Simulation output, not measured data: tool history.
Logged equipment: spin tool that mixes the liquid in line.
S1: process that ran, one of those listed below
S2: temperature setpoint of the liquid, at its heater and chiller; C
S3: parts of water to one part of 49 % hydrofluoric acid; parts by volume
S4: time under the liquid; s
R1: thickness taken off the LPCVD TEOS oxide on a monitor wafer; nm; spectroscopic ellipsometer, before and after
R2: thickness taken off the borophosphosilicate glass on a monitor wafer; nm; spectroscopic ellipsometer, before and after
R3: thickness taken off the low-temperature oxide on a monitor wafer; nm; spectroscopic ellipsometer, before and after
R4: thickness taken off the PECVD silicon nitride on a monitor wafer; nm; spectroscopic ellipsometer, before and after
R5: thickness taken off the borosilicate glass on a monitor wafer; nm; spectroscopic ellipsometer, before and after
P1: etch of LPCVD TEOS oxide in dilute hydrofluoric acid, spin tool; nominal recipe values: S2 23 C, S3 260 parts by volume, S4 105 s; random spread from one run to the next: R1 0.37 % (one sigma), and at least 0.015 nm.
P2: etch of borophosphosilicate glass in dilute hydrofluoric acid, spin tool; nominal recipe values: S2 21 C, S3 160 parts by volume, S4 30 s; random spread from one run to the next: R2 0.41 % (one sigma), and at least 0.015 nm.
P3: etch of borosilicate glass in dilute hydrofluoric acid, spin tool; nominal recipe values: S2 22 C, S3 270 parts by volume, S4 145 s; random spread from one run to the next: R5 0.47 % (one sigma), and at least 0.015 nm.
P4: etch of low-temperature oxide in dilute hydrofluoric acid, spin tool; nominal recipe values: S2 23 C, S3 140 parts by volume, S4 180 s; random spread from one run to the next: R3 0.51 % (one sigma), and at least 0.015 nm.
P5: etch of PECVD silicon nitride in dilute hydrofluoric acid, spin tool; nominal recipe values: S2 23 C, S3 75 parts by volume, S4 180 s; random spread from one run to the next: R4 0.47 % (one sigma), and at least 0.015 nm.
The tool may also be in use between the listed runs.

run,hour,S1,S2,S3,S4,R1,R2,R3,R4,R5
1,8.4,P1,23,260,105,12.342,,,,
2,12.6,P1,23,260,105,12.355,,,,
3,18.6,P2,21,160,15,,3.172,,,
4,24.7,P1,23,95,180,69.704,,,,
5,29.5,P4,23,235,180,,,6.8248,,
6,36.1,P5,23,110,180,,,,4.9662,
7,44.4,P5,17,75,180,,,,4.8039,
8,52.1,P1,23,260,105,12.291,,,,
9,56.4,P2,21,160,30,,6.4157,,,
10,61.7,P3,27,270,145,,,,,11.826
11,69,P1,30.5,260,105,15.957,,,,
12,75.2,P1,27,355,105,9.4283,,,,
13,81.2,P2,17,160,30,,5.4017,,,
14,89,P4,17,140,180,,,9.8451,,
15,98.4,P3,22,470,145,,,,,4.8167
16,107.7,P5,23,75,180,,,,7.3086,
# hour 109.9: thermometer replaced
17,113.9,P1,23,260,150,17.676,,,,
18,119.5,P2,21,295,30,,2.9755,,,
19,126.9,P5,23,75,70,,,,2.7989,
20,131.1,P1,23,260,25,2.9495,,,,
21,135.4,P1,23,260,105,12.37,,,,
22,144.6,P1,23,75,105,52.38,,,,
23,153.2,P1,17,260,105,9.9148,,,,
24,161.9,P1,17,350,105,6.8301,,,,
25,167.4,P3,22,270,75,,,,,5.1599
26,174.3,P4,23,140,295,,,20.565,,
27,178.7,P1,23,465,105,5.6795,,,,
28,187.7,P1,23,260,105,12.274,,,,
29,195.9,P3,22,270,145,,,,,9.9722
30,205.4,P5,23,75,180,,,,7.2467,
31,214.2,P4,23,140,180,,,12.569,,
32,219.2,P1,23,260,105,12.31,,,,
33,224,P1,23,260,105,12.338,,,,
34,230.2,P1,23,260,105,12.026,,,,
35,239.3,P1,23,260,105,11.821,,,,
36,243.5,P1,23,260,105,11.751,,,,
37,247.9,P1,23,260,105,11.718,,,,
38,252.9,P1,23,260,105,11.656,,,,
39,259.2,P1,23,260,105,11.622,,,,
40,264.6,P1,23,260,105,11.623,,,,
41,273.3,P1,23,260,105,11.685,,,,

What P1 gives has crept off from where it sat before. The 2 causes that follow fit the log equally well, each at the size noted:
A: liquid colder than its thermometer reads (K) = 1.69
B: hydrofluoric acid flow below the setpoint (%) = 4.74
The process output started creeping at around hour 224.

4 check runs are offered, one wafer each, their results left as question marks. Which one tells the causes apart?
check 1,282,P4,19.5,140,180,,,?,,
check 2,282,P3,22,460,145,,,,,?
check 3,282,P5,17,105,180,,,,?,
check 4,282,P2,21,245,30,,?,,,

If the cause were each of the candidates in turn, the checks would give the following:
check,result,if A,if B
check 1,R3,10.224,10.355
check 2,R5,4.686,4.6336
check 3,R4,3.0699,3.2976
check 4,R2,3.5819,3.5937
Distance between the nearest two causes, measured in the result of the check that separates them most: check 1 1.27 %; check 2 1.12 %; check 3 7.15 %; check 4 0.33 %
The other checks would show nearly matching results whichever cause is true, so check 3 is the only one that separates the causes.

Check 3 was then run and gave: R4 3.3077 nm. Which cause is it?

The correct cause is B, namely: hydrofluoric acid flow below the setpoint (%).

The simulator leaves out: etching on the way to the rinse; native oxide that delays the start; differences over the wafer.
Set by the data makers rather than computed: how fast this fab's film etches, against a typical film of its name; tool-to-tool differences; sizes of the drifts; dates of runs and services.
